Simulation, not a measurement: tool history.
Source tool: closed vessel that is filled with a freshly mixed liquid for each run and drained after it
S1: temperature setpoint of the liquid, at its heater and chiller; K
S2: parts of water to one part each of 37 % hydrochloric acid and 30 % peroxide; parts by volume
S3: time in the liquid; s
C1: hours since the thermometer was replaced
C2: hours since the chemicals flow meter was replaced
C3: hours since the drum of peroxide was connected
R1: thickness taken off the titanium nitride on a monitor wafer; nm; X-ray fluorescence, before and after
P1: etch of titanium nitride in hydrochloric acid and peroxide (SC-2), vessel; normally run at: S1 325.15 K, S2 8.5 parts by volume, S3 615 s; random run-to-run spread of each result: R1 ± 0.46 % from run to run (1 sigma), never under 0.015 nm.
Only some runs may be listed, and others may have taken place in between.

Run 1, hour 14.8: S1 325.15 K, S2 8.5 parts by volume, S3 615 s; C1 121.1; C2 626.5; C3 394.4. Result: R1 11.067 nm.
Run 2, hour 26.3: S1 337.65 K, S2 8.5 parts by volume, S3 225 s; C1 132.6; C2 638; C3 405.9. Result: R1 8.9093 nm.
Run 3, hour 33.5: S1 325.15 K, S2 8.5 parts by volume, S3 615 s; C1 139.8; C2 645.2; C3 413.1. Result: R1 11.002 nm.
Run 4, hour 45.6: S1 325.15 K, S2 8.5 parts by volume, S3 615 s; C1 151.9; C2 657.3; C3 425.2. Result: R1 10.944 nm.
Run 5, hour 58.8: S1 325.15 K, S2 8.5 parts by volume, S3 615 s; C1 165.1; C2 670.5; C3 438.4. Result: R1 10.975 nm.
At hour 64.2: new drum of peroxide connected.
Run 6, hour 65.9: S1 325.15 K, S2 14.5 parts by volume, S3 615 s; C1 172.2; C2 677.6; C3 1.8. Result: R1 6.9916 nm.
Run 7, hour 78.4: S1 325.15 K, S2 8.5 parts by volume, S3 1035 s; C1 184.7; C2 690.1; C3 14.3. Result: R1 18.427 nm.
Run 8, hour 87.2: S1 325.15 K, S2 8.5 parts by volume, S3 615 s; C1 193.5; C2 698.9; C3 23.1. Result: R1 11.023 nm.
Run 9, hour 94.4: S1 336.15 K, S2 8.5 parts by volume, S3 270 s; C1 200.7; C2 706.1; C3 30.3. Result: R1 9.7802 nm.
Run 10, hour 104.3: S1 325.15 K, S2 4 parts by volume, S3 615 s; C1 210.6; C2 716; C3 40.2. Result: R1 19.249 nm.
Run 11, hour 117.9: S1 325.15 K, S2 8.5 parts by volume, S3 280 s; C1 224.2; C2 729.6; C3 53.8. Result: R1 5.0321 nm.
Run 12, hour 131.7: S1 325.15 K, S2 8.5 parts by volume, S3 615 s; C1 238; C2 743.4; C3 67.6. Result: R1 11.007 nm.
Run 13, hour 140.3: S1 337.65 K, S2 8.5 parts by volume, S3 615 s; C1 246.6; C2 752; C3 76.2. Result: R1 24.507 nm.
Run 14, hour 155.1: S1 308.65 K, S2 8.5 parts by volume, S3 615 s; C1 261.4; C2 766.8; C3 91. Result: R1 3.4905 nm.
Run 15, hour 170.1: S1 325.15 K, S2 8.5 parts by volume, S3 615 s; C1 276.4; C2 781.8; C3 106. Result: R1 10.997 nm.
Run 16, hour 177: S1 325.15 K, S2 8.5 parts by volume, S3 615 s; C1 283.3; C2 788.7; C3 112.9. Result: R1 11.388 nm.
Run 17, hour 184.5: S1 325.15 K, S2 8.5 parts by volume, S3 615 s; C1 290.8; C2 796.2; C3 120.4. Result: R1 11.585 nm.
Run 18, hour 198.5: S1 325.15 K, S2 8.5 parts by volume, S3 615 s; C1 304.8; C2 810.2; C3 134.4. Result: R1 11.742 nm.
Run 19, hour 213.4: S1 325.15 K, S2 8.5 parts by volume, S3 615 s; C1 319.7; C2 825.1; C3 149.3. Result: R1 11.865 nm.
Run 20, hour 225.7: S1 325.15 K, S2 8.5 parts by volume, S3 615 s; C1 332; C2 837.4; C3 161.6. Result: R1 11.807 nm.
Run 21, hour 235.3: S1 325.15 K, S2 8.5 parts by volume, S3 615 s; C1 341.6; C2 847; C3 171.2. Result: R1 11.9 nm.

What P1 gives has crept away from where it was. These 2 causes fit the log equally well, each at the size given:
A: chemicals flow above the setpoint (%) = 10.4
B: liquid hotter than its thermometer reads (K) = 1.21
The creep began at about hour 170.1.
Each remaining cause and why it is not a fit:
peroxide weaker than its label (%): limited to 8, which would change R1 by -7.3 %, either short of the creep or opposite in sign

Of the 4 check runs below, each run on 3 wafers with the results averaged and each result still a question mark, which one would tell the listed causes apart?
Run check 1, hour 244.9: S1 332.15 K, S2 8.5 parts by volume, S3 925 s. Result: R1 ?.
Run check 2, hour 244.9: S1 310.65 K, S2 4 parts by volume, S3 615 s. Result: R1 ?.
Run check 3, hour 244.9: S1 336.65 K, S2 8.5 parts by volume, S3 615 s. Result: R1 ?.
Run check 4, hour 244.9: S1 325.15 K, S2 13 parts by volume, S3 615 s. Result: R1 ?.

Expected result of each check under each candidate cause:
  check  result    if A    if B
check 1      R1  28.124  28.033
check 2      R1  7.5596  7.7283
check 3      R1  24.746  24.616
check 4      R1  8.3842  8.3357
How far apart the two closest causes lie, in the result that separates them most: check 1 0.33 %; check 2 2.21 %; check 3 0.53 %; check 4 0.58 %
Only check 2 tells the causes apart: in the others they would give nearly the same result.

Here is what check 2 returned: R1 7.723 nm. Which cause is it?

B is the cause: liquid hotter than its thermometer reads (K).
